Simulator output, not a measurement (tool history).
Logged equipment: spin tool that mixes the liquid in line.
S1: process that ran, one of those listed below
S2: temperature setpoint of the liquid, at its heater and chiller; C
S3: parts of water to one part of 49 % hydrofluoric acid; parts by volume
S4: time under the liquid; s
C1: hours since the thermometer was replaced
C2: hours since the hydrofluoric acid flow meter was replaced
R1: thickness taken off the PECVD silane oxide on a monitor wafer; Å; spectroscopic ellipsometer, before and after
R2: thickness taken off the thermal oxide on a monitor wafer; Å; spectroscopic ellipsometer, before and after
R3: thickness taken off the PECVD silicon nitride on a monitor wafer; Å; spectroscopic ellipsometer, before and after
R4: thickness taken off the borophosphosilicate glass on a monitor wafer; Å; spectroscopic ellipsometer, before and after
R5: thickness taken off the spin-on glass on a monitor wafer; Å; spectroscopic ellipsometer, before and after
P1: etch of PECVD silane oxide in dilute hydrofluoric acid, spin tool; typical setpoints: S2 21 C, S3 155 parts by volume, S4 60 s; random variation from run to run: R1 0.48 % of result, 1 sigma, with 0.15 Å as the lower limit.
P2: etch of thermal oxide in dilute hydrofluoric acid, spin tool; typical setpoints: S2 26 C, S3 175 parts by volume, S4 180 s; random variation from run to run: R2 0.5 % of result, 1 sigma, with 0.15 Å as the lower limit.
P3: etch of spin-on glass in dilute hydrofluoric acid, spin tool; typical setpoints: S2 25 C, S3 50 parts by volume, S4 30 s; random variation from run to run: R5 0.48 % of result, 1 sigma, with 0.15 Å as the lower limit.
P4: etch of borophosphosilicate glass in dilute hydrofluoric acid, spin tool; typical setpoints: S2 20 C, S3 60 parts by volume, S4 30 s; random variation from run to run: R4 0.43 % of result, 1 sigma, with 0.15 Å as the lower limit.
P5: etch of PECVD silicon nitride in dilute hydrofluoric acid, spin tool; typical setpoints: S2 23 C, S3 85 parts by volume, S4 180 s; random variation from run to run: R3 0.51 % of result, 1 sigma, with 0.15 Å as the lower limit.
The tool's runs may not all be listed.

Run 1, hour 5: S1 P1, S2 21 C, S3 155 parts by volume, S4 60 s; C1 1631.4; C2 482.8. Result: R1 81.692 Å.
Run 2, hour 9.4: S1 P1, S2 17.5 C, S3 30 parts by volume, S4 60 s; C1 1635.8; C2 487.2. Result: R1 420.62 Å.
Run 3, hour 14.6: S1 P1, S2 21 C, S3 155 parts by volume, S4 60 s; C1 1641; C2 492.4. Result: R1 83.097 Å.
Run 4, hour 18.7: S1 P1, S2 21 C, S3 155 parts by volume, S4 110 s; C1 1645.1; C2 496.5. Result: R1 151.01 Å.
Run 5, hour 21.6: S1 P2, S2 30.5 C, S3 175 parts by volume, S4 180 s; C1 1648; C2 499.4. Result: R2 56.429 Å.
Run 6, hour 27.3: S1 P5, S2 23 C, S3 85 parts by volume, S4 180 s; C1 1653.7; C2 505.1. Result: R3 56.587 Å.
Run 7, hour 32.1: S1 P1, S2 21 C, S3 30 parts by volume, S4 60 s; C1 1658.5; C2 509.9. Result: R1 487.18 Å.
Run 8, hour 37.6: S1 P1, S2 21 C, S3 155 parts by volume, S4 35 s; C1 1664; C2 515.4. Result: R1 47.572 Å.
Run 9, hour 41.4: S1 P1, S2 17 C, S3 155 parts by volume, S4 60 s; C1 1667.8; C2 519.2. Result: R1 69.846 Å.
Run 10, hour 44.6: S1 P4, S2 26 C, S3 60 parts by volume, S4 30 s; C1 1671; C2 522.4. Result: R4 394.43 Å.
Run 11, hour 47.7: S1 P1, S2 21 C, S3 220 parts by volume, S4 60 s; C1 1674.1; C2 525.5. Result: R1 54.199 Å.
At hour 51.3: hydrofluoric acid flow meter replaced.
Run 12, hour 51.9: S1 P3, S2 32 C, S3 50 parts by volume, S4 30 s; C1 1678.3; C2 0.7. Result: R5 316.86 Å.
Run 13, hour 56.1: S1 P1, S2 21 C, S3 155 parts by volume, S4 60 s; C1 1682.5; C2 4.9. Result: R1 81.583 Å.
Run 14, hour 61.2: S1 P5, S2 23 C, S3 30 parts by volume, S4 180 s; C1 1687.6; C2 10. Result: R3 157.38 Å.
Run 15, hour 64.5: S1 P1, S2 21 C, S3 155 parts by volume, S4 60 s; C1 1690.9; C2 13.3. Result: R1 81.976 Å.
Run 16, hour 67.8: S1 P2, S2 26 C, S3 175 parts by volume, S4 350 s; C1 1694.2; C2 16.6. Result: R2 92.587 Å.
Run 17, hour 70.9: S1 P3, S2 25 C, S3 50 parts by volume, S4 30 s; C1 1697.3; C2 19.7. Result: R5 239.25 Å.
Run 18, hour 76.2: S1 P2, S2 26 C, S3 175 parts by volume, S4 180 s; C1 1702.6; C2 25. Result: R2 47.898 Å.
Run 19, hour 78.8: S1 P3, S2 25 C, S3 50 parts by volume, S4 60 s; C1 1705.2; C2 27.6. Result: R5 479.75 Å.
Run 20, hour 83.9: S1 P5, S2 23 C, S3 85 parts by volume, S4 15 s; C1 1710.3; C2 32.7. Result: R3 4.6256 Å.
Run 21, hour 86.8: S1 P1, S2 21 C, S3 155 parts by volume, S4 60 s; C1 1713.2; C2 35.6. Result: R1 81.971 Å.
Run 22, hour 89.6: S1 P4, S2 20 C, S3 100 parts by volume, S4 30 s; C1 1716; C2 38.4. Result: R4 177.51 Å.
Run 23, hour 93.5: S1 P1, S2 29 C, S3 155 parts by volume, S4 60 s; C1 1719.9; C2 42.3. Result: R1 111.01 Å.
Run 24, hour 98.8: S1 P4, S2 20 C, S3 60 parts by volume, S4 15 s; C1 1725.2; C2 47.6. Result: R4 155.06 Å.
Run 25, hour 103.1: S1 P1, S2 21 C, S3 155 parts by volume, S4 60 s; C1 1729.5; C2 51.9. Result: R1 82.031 Å.
Run 26, hour 106.2: S1 P5, S2 31 C, S3 85 parts by volume, S4 180 s; C1 1732.6; C2 55. Result: R3 95.843 Å.
Run 27, hour 110.9: S1 P4, S2 20 C, S3 60 parts by volume, S4 30 s; C1 1737.3; C2 59.7. Result: R4 313.37 Å.
Run 28, hour 115.6: S1 P3, S2 25 C, S3 20 parts by volume, S4 30 s; C1 1742; C2 64.4. Result: R5 627.71 Å.
Run 29, hour 119.6: S1 P2, S2 26 C, S3 245 parts by volume, S4 180 s; C1 1746; C2 68.4. Result: R2 31.621 Å.
Run 30, hour 123: S1 P2, S2 26 C, S3 175 parts by volume, S4 180 s; C1 1749.4; C2 71.8. Result: R2 47.513 Å.
Run 31, hour 125.9: S1 P4, S2 20 C, S3 60 parts by volume, S4 30 s; C1 1752.3; C2 74.7. Result: R4 309.63 Å.
Run 32, hour 129.3: S1 P1, S2 21 C, S3 155 parts by volume, S4 60 s; C1 1755.7; C2 78.1. Result: R1 81.777 Å.
Run 33, hour 133.8: S1 P1, S2 21 C, S3 155 parts by volume, S4 60 s; C1 1760.2; C2 82.6. Result: R1 82.559 Å.
Run 34, hour 138: S1 P1, S2 21 C, S3 155 parts by volume, S4 60 s; C1 1764.4; C2 86.8. Result: R1 80.141 Å.
Run 35, hour 143.1: S1 P1, S2 21 C, S3 155 parts by volume, S4 60 s; C1 1769.5; C2 91.9. Result: R1 78.34 Å.
Run 36, hour 146: S1 P1, S2 21 C, S3 155 parts by volume, S4 60 s; C1 1772.4; C2 94.8. Result: R1 77.692 Å.
Run 37, hour 149.8: S1 P1, S2 21 C, S3 155 parts by volume, S4 60 s; C1 1776.2; C2 98.6. Result: R1 77.094 Å.
Run 38, hour 153.2: S1 P1, S2 21 C, S3 155 parts by volume, S4 60 s; C1 1779.6; C2 102. Result: R1 77.043 Å.
Run 39, hour 158.7: S1 P1, S2 21 C, S3 155 parts by volume, S4 60 s; C1 1785.1; C2 107.5. Result: R1 76.217 Å.
Run 40, hour 163.3: S1 P1, S2 21 C, S3 155 parts by volume, S4 60 s; C1 1789.7; C2 112.1. Result: R1 76.617 Å.

What P1 gives has crept off from where it sat before. The 2 causes that follow fit the log equally well, each at the size noted:
A: hydrofluoric acid flow below the setpoint (%) = 5.81
B: liquid colder than its thermometer reads (K) = 1.77
At approximately hour 133.8, the process output began to creep.

4 check runs are offered, one wafer each, their results left as question marks. Which one tells the causes apart?
Run check 1, hour 167.9: S1 P4, S2 20 C, S3 95 parts by volume, S4 15 s. Result: R4 ?.
Run check 2, hour 167.9: S1 P3, S2 31.5 C, S3 30 parts by volume, S4 30 s. Result: R5 ?.
Run check 3, hour 167.9: S1 P5, S2 27.5 C, S3 40 parts by volume, S4 180 s. Result: R3 ?.
Run check 4, hour 167.9: S1 P2, S2 26 C, S3 175 parts by volume, S4 315 s. Result: R2 ?.

Outcome of each check run for each possible cause:
  check  result    if A    if B
check 1      R4  87.956  87.335
check 2      R5   504.1  500.26
check 3      R3  151.51  142.84
check 4      R2  77.983  78.493
Smallest distance between any two causes, each pair judged by its most separating result, in per cent: check 1 0.71 %; check 2 0.76 %; check 3 5.9 %; check 4 0.65 %
Check 3 is the one run that separates the causes; every other check would come out nearly the same whichever cause is at work.

After running check 3, the following was obtained: R3 142.67 Å. Which cause does this point to?

The cause is B: liquid colder than its thermometer reads (K).

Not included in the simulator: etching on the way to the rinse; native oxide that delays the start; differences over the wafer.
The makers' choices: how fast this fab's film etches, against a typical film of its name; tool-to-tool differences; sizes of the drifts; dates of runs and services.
